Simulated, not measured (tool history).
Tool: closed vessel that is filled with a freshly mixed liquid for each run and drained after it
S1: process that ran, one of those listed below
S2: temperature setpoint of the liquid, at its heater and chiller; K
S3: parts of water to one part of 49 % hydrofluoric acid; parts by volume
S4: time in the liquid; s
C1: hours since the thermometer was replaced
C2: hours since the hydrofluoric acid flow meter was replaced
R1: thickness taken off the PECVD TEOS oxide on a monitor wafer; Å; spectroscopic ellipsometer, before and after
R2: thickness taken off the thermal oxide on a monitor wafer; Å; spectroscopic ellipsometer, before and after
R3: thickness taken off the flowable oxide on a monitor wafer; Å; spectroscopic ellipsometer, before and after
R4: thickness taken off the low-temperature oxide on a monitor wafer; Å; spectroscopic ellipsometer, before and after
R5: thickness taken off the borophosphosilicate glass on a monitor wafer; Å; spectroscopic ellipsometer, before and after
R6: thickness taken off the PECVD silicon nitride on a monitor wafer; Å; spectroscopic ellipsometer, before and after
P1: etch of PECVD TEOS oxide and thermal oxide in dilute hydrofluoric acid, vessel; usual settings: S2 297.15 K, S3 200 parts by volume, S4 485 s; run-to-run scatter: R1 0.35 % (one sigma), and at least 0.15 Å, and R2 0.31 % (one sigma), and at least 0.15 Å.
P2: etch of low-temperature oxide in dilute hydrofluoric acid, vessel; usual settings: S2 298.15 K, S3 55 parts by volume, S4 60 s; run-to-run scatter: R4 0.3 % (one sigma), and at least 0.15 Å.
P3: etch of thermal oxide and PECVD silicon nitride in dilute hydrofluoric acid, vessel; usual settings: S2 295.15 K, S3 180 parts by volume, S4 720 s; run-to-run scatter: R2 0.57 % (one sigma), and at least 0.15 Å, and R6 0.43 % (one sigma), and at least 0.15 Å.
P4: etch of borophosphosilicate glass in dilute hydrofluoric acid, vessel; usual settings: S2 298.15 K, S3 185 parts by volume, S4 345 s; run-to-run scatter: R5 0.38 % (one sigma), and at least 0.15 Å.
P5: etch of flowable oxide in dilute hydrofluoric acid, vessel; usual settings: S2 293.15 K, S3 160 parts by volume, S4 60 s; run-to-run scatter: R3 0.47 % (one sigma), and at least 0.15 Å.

{"run": 1, "hour": 8.1, "S1": "P1", "S2": 297.15, "S3": 200, "S4": 485, "C1": 708.9, "C2": 828.9, "R1": 501.8, "R2": 102.21}
{"run": 2, "hour": 13.8, "S1": "P1", "S2": 297.15, "S3": 200, "S4": 80, "C1": 714.6, "C2": 834.6, "R1": 82.291, "R2": 16.949}
{"run": 3, "hour": 22.2, "S1": "P5", "S2": 293.15, "S3": 250, "S4": 60, "C1": 723, "C2": 843, "R3": 66.47}
{"run": 4, "hour": 29.1, "S1": "P2", "S2": 298.15, "S3": 55, "S4": 60, "C1": 729.9, "C2": 849.9, "R4": 382.87}
{"run": 5, "hour": 35.1, "S1": "P4", "S2": 306.65, "S3": 185, "S4": 345, "C1": 735.9, "C2": 855.9, "R5": 596.16}
{"run": 6, "hour": 41.5, "S1": "P4", "S2": 298.15, "S3": 305, "S4": 345, "C1": 742.3, "C2": 862.3, "R5": 235.48}
{"run": 7, "hour": 45.1, "S1": "P1", "S2": 293.65, "S3": 200, "S4": 935, "C1": 745.9, "C2": 865.9, "R1": 841.28, "R2": 173.06}
{"run": 8, "hour": 51.7, "S1": "P1", "S2": 297.15, "S3": 345, "S4": 485, "C1": 752.5, "C2": 872.5, "R1": 251.19, "R2": 51.2}
{"run": 9, "hour": 55.3, "S1": "P1", "S2": 297.15, "S3": 200, "S4": 485, "C1": 756.1, "C2": 876.1, "R1": 500.74, "R2": 103.29}
{"run": 10, "hour": 63.7, "S1": "P2", "S2": 298.15, "S3": 55, "S4": 60, "C1": 764.5, "C2": 884.5, "R4": 380.73}
{"run": 11, "hour": 70.0, "S1": "P1", "S2": 297.15, "S3": 40, "S4": 485, "C1": 770.8, "C2": 890.8, "R1": 3022.4, "R2": 624.3}
{"run": 12, "hour": 73.8, "S1": "P1", "S2": 297.15, "S3": 60, "S4": 750, "C1": 774.6, "C2": 894.6, "R1": 3057.2, "R2": 626.81}
{"run": 13, "hour": 78.4, "S1": "P4", "S2": 298.15, "S3": 185, "S4": 345, "C1": 779.2, "C2": 899.2, "R5": 440.73}
{"run": 14, "hour": 83.9, "S1": "P2", "S2": 298.15, "S3": 55, "S4": 30, "C1": 784.7, "C2": 904.7, "R4": 191.58}
{"run": 15, "hour": 90.7, "S1": "P1", "S2": 297.15, "S3": 200, "S4": 485, "C1": 791.5, "C2": 911.5, "R1": 500.97, "R2": 102.72}
{"run": 16, "hour": 97.6, "S1": "P1", "S2": 297.15, "S3": 200, "S4": 485, "C1": 798.4, "C2": 918.4, "R1": 500.78, "R2": 102.62}
{"run": 17, "hour": 103.0, "S1": "P3", "S2": 295.15, "S3": 330, "S4": 720, "C1": 803.8, "C2": 923.8, "R2": 69.823, "R6": 102.9}
{"run": 18, "hour": 109.8, "S1": "P1", "S2": 290.15, "S3": 200, "S4": 485, "C1": 810.6, "C2": 930.6, "R1": 380.47, "R2": 78.353}
{"run": 19, "hour": 118.2, "S1": "P4", "S2": 298.15, "S3": 185, "S4": 615, "C1": 819, "C2": 939, "R5": 790.25}
{"run": 20, "hour": 126.5, "S1": "P5", "S2": 293.15, "S3": 160, "S4": 110, "C1": 827.3, "C2": 947.3, "R3": 209.52}
{"run": 21, "hour": 132.9, "S1": "P5", "S2": 293.15, "S3": 160, "S4": 60, "C1": 833.7, "C2": 953.7, "R3": 114.24}
{"run": 22, "hour": 138.6, "S1": "P3", "S2": 295.15, "S3": 180, "S4": 720, "C1": 839.4, "C2": 959.4, "R2": 147.93, "R6": 187.61}
{"run": 23, "hour": 145.8, "S1": "P2", "S2": 298.15, "S3": 100, "S4": 60, "C1": 846.6, "C2": 966.6, "R4": 197.86}
{"run": 24, "hour": 153.8, "S1": "P1", "S2": 297.15, "S3": 200, "S4": 485, "C1": 854.6, "C2": 974.6, "R1": 499.49, "R2": 103.08}
{"run": 25, "hour": 161.3, "S1": "P3", "S2": 295.15, "S3": 180, "S4": 720, "C1": 862.1, "C2": 982.1, "R2": 148.96, "R6": 188.1}
{"run": 26, "hour": 166.3, "S1": "P5", "S2": 293.15, "S3": 160, "S4": 60, "C1": 867.1, "C2": 987.1, "R3": 113.95}
{"run": 27, "hour": 170.4, "S1": "P1", "S2": 297.15, "S3": 200, "S4": 485, "C1": 871.2, "C2": 991.2, "R1": 504.09, "R2": 102.73}
{"run": 28, "hour": 174.8, "S1": "P5", "S2": 300.65, "S3": 160, "S4": 60, "C1": 875.6, "C2": 995.6, "R3": 151.49}
{"run": 29, "hour": 179.8, "S1": "P2", "S2": 306.15, "S3": 55, "S4": 60, "C1": 880.6, "C2": 1000.6, "R4": 525.2}
{"run": 30, "hour": 185.2, "S1": "P3", "S2": 295.15, "S3": 180, "S4": 1035, "C1": 886, "C2": 1006, "R2": 215.09, "R6": 269.77}
{"run": 31, "hour": 193.5, "S1": "P1", "S2": 297.15, "S3": 200, "S4": 820, "C1": 894.3, "C2": 1014.3, "R1": 848.72, "R2": 173.53}
{"run": 32, "hour": 201.8, "S1": "P1", "S2": 301.65, "S3": 200, "S4": 485, "C1": 902.6, "C2": 1022.6, "R1": 591.05, "R2": 120.55}
{"run": 33, "hour": 208.7, "S1": "P3", "S2": 291.15, "S3": 180, "S4": 720, "C1": 909.5, "C2": 1029.5, "R2": 126.09, "R6": 142.18}
{"run": 34, "hour": 213.4, "S1": "P1", "S2": 297.15, "S3": 200, "S4": 485, "C1": 914.2, "C2": 1034.2, "R1": 503.87, "R2": 102.65}
{"run": 35, "hour": 221.6, "S1": "P1", "S2": 297.15, "S3": 200, "S4": 485, "C1": 922.4, "C2": 1042.4, "R1": 484.26, "R2": 99.718}
{"run": 36, "hour": 229.7, "S1": "P1", "S2": 297.15, "S3": 200, "S4": 485, "C1": 930.5, "C2": 1050.5, "R1": 471.66, "R2": 96.926}
{"run": 37, "hour": 234.4, "S1": "P1", "S2": 297.15, "S3": 200, "S4": 485, "C1": 935.2, "C2": 1055.2, "R1": 472.28, "R2": 96.064}
{"run": 38, "hour": 240.5, "S1": "P1", "S2": 297.15, "S3": 200, "S4": 485, "C1": 941.3, "C2": 1061.3, "R1": 466.16, "R2": 94.995}
{"run": 39, "hour": 244.4, "S1": "P1", "S2": 297.15, "S3": 200, "S4": 485, "C1": 945.2, "C2": 1065.2, "R1": 465.39, "R2": 95.591}
{"run": 40, "hour": 249.9, "S1": "P1", "S2": 297.15, "S3": 200, "S4": 485, "C1": 950.7, "C2": 1070.7, "R1": 465.15, "R2": 95.615}
{"run": 41, "hour": 255.1, "S1": "P1", "S2": 297.15, "S3": 200, "S4": 485, "C1": 955.9, "C2": 1075.9, "R1": 461.03, "R2": 94.803}
{"run": 42, "hour": 262.7, "S1": "P1", "S2": 297.15, "S3": 200, "S4": 485, "C1": 963.5, "C2": 1083.5, "R1": 460.49, "R2": 95.447}
{"run": 43, "hour": 269.3, "S1": "P1", "S2": 297.15, "S3": 200, "S4": 485, "C1": 970.1, "C2": 1090.1, "R1": 462.34, "R2": 94.162}

What P1 gives has crept away from where it was. These 2 causes fit the log equally well, each at the size given:
A: liquid colder than its thermometer reads (K) = 2.21
B: hydrofluoric acid flow below the setpoint (%) = 6.54
The creep began at about hour 213.4.

4 check runs are offered, one wafer each, their results left as question marks. Which one tells the causes apart?
{"run": "check 1", "hour": 275.9, "S1": "P4", "S2": 303.15, "S3": 185, "S4": 345, "R5": "?"}
{"run": "check 2", "hour": 275.9, "S1": "P5", "S2": 298.65, "S3": 160, "S4": 60, "R3": "?"}
{"run": "check 3", "hour": 275.9, "S1": "P3", "S2": 295.15, "S3": 290, "S4": 990, "R2": "?", "R6": "?"}
{"run": "check 4", "hour": 275.9, "S1": "P2", "S2": 305.15, "S3": 95, "S4": 60, "R4": "?"}

What each check would give under each cause:
check=check_1 result=R5 if_A=489.43 if_B=486.74
check=check_2 result=R3 if_A=129.55 if_B=129.93
check=check_3 result=R2 if_A=105.33 if_B=104.66
check=check_3 result=R6 if_A=140.65 if_B=151.36
check=check_4 result=R4 if_A=252.28 if_B=253.55
How far apart the two closest causes lie, in the result that separates them most: check 1 0.55 %; check 2 0.29 %; check 3 7.34 %; check 4 0.5 %
Only check 3 tells the causes apart: in the others they would give nearly the same result.

Check 3 was then run and gave: R2 104.42 Å; R6 150.11 Å. Which cause is it?

It is B: hydrofluoric acid flow below the setpoint (%).

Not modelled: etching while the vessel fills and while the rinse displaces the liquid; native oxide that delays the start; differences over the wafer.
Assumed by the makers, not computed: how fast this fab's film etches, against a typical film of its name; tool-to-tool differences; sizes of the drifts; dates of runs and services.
